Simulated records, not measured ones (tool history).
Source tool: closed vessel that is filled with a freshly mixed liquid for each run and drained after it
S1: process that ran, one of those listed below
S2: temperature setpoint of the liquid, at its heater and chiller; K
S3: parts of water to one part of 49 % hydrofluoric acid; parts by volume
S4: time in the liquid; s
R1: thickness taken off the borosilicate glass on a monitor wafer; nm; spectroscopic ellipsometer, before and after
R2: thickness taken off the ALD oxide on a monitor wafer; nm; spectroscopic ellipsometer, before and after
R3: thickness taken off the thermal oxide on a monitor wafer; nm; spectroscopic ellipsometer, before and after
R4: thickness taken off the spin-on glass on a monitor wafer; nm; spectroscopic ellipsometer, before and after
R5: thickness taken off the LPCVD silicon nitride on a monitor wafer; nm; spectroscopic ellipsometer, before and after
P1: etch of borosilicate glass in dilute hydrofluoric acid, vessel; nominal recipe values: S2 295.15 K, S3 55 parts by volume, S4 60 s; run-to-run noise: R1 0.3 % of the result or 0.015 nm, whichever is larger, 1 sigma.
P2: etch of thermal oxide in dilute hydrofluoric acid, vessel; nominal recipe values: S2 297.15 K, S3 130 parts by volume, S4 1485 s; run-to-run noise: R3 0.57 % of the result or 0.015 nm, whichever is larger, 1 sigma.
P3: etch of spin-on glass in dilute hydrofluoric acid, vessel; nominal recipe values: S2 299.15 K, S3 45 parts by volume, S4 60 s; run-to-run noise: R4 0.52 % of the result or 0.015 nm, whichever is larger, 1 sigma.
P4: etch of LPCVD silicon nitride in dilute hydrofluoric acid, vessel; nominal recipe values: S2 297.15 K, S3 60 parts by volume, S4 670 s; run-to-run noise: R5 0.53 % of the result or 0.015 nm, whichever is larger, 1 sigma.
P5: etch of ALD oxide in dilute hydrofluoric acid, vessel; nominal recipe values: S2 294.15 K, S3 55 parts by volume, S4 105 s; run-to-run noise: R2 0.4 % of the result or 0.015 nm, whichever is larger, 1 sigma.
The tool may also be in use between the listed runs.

| run | hour | S1 | S2 | S3 | S4 | R1 | R2 | R3 | R4 | R5 |
|---|---|---|---|---|---|---|---|---|---|---|
| 1 | 7.1 | P1 | 295.15 | 55 | 60 | 38.693 |  |  |  |  |
| 2 | 14 | P1 | 295.15 | 20 | 60 | 111.09 |  |  |  |  |
| 3 | 22.7 | P5 | 294.15 | 80 | 105 |  | 36.498 |  |  |  |
| 4 | 31.1 | P2 | 297.15 | 130 | 2570 |  |  | 89.403 |  |  |
| 5 | 40.9 | P1 | 291.65 | 55 | 60 | 33.308 |  |  |  |  |
| 6 | 49.7 | P3 | 299.15 | 45 | 60 |  |  |  | 41.072 |  |
| 7 | 57.9 | P2 | 297.15 | 130 | 1485 |  |  | 51.863 |  |  |
| 8 | 67 | P3 | 299.15 | 45 | 95 |  |  |  | 64.807 |  |
| 9 | 75.4 | P4 | 297.15 | 110 | 670 |  |  |  |  | 2.87 |
| 10 | 82.7 | P1 | 295.15 | 55 | 115 | 73.763 |  |  |  |  |
| 11 | 92.2 | P3 | 294.15 | 45 | 60 |  |  |  | 33.415 |  |
| 12 | 102.3 | P1 | 302.65 | 55 | 60 | 52.341 |  |  |  |  |
| 13 | 110.2 | P2 | 297.15 | 130 | 1485 |  |  | 51.545 |  |  |
| 14 | 118.8 | P1 | 295.15 | 55 | 30 | 19.197 |  |  |  |  |
| 15 | 128.8 | P2 | 297.15 | 80 | 1485 |  |  | 88.914 |  |  |
| 16 | 139.2 | P1 | 295.15 | 85 | 60 | 24.009 |  |  |  |  |
| 17 | 147.4 | P5 | 294.15 | 55 | 30 |  | 15.545 |  |  |  |
| 18 | 154.7 | P1 | 295.15 | 55 | 60 | 38.421 |  |  |  |  |
| 19 | 161.8 | P2 | 305.15 | 130 | 1485 |  |  | 69.04 |  |  |
| 20 | 171.9 | P3 | 299.15 | 70 | 60 |  |  |  | 25.401 |  |
| 21 | 180.4 | P5 | 294.15 | 55 | 105 |  | 54.648 |  |  |  |
| 22 | 189.6 | P4 | 297.15 | 60 | 670 |  |  |  |  | 5.1654 |
| 23 | 198.7 | P4 | 304.15 | 60 | 670 |  |  |  |  | 8.1969 |
| 24 | 206.5 | P1 | 295.15 | 55 | 60 | 38.454 |  |  |  |  |
| 25 | 216.3 | P4 | 297.15 | 60 | 1040 |  |  |  |  | 8.0717 |
| 26 | 225.3 | P1 | 295.15 | 55 | 60 | 38.611 |  |  |  |  |
| 27 | 231.1 | P1 | 295.15 | 55 | 60 | 38.439 |  |  |  |  |
| 28 | 237.4 | P1 | 295.15 | 30 | 95 | 115.26 |  |  |  |  |
| 29 | 243.5 | P5 | 294.15 | 55 | 105 |  | 54.42 |  |  |  |
| 30 | 250.2 | P5 | 300.65 | 55 | 105 |  | 71.209 |  |  |  |
| 31 | 259.1 | P1 | 295.15 | 55 | 60 | 38.611 |  |  |  |  |
| 32 | 266.4 | P1 | 295.15 | 55 | 60 | 36.885 |  |  |  |  |
| 33 | 276.5 | P1 | 295.15 | 55 | 60 | 35.692 |  |  |  |  |
| 34 | 284.1 | P1 | 295.15 | 55 | 60 | 35.183 |  |  |  |  |
| 35 | 293 | P1 | 295.15 | 55 | 60 | 34.971 |  |  |  |  |
| 36 | 299.4 | P1 | 295.15 | 55 | 60 | 35.058 |  |  |  |  |
| 37 | 304.6 | P1 | 295.15 | 55 | 60 | 34.842 |  |  |  |  |

The log shows P1 creeping away from where it was. Any of the 2 causes listed here, at the size stated for it, fits the log just as well as the others:
A: liquid colder than its thermometer reads (K) = 2.35
B: hydrofluoric acid flow below the setpoint (%) = 8.78
Creep in the process output first set in at about hour 259.1.

4 check runs are offered, one wafer each, their results left as question marks. Which one tells the causes apart?
| check 1 | 309.8 | P4 | 297.15 | 60 | 670 |  |  |  |  | ? |
| check 2 | 309.8 | P2 | 297.15 | 130 | 1485 |  |  | ? |  |  |
| check 3 | 309.8 | P5 | 294.15 | 55 | 105 |  | ? |  |  |  |
| check 4 | 309.8 | P3 | 299.15 | 45 | 60 |  |  |  | ? |  |

Predicted outcomes, by check and by cause:
| check | result | if A | if B |
|---|---|---|---|
| check 1 | R5 | 4.4154 | 4.7298 |
| check 2 | R3 | 46.917 | 46.251 |
| check 3 | R2 | 49.35 | 49.415 |
| check 4 | R4 | 37.059 | 37.005 |
Per check, the gap between the least separated pair of causes, taken in the result that splits them most: check 1 6.88 %; check 2 1.43 %; check 3 0.13 %; check 4 0.14 %
Only check 1 tells the causes apart: in the others they would give nearly the same result.

Check 1 was carried out, with these results: R5 4.457 nm. Which of the listed causes is responsible?

A is the cause: liquid colder than its thermometer reads (K).
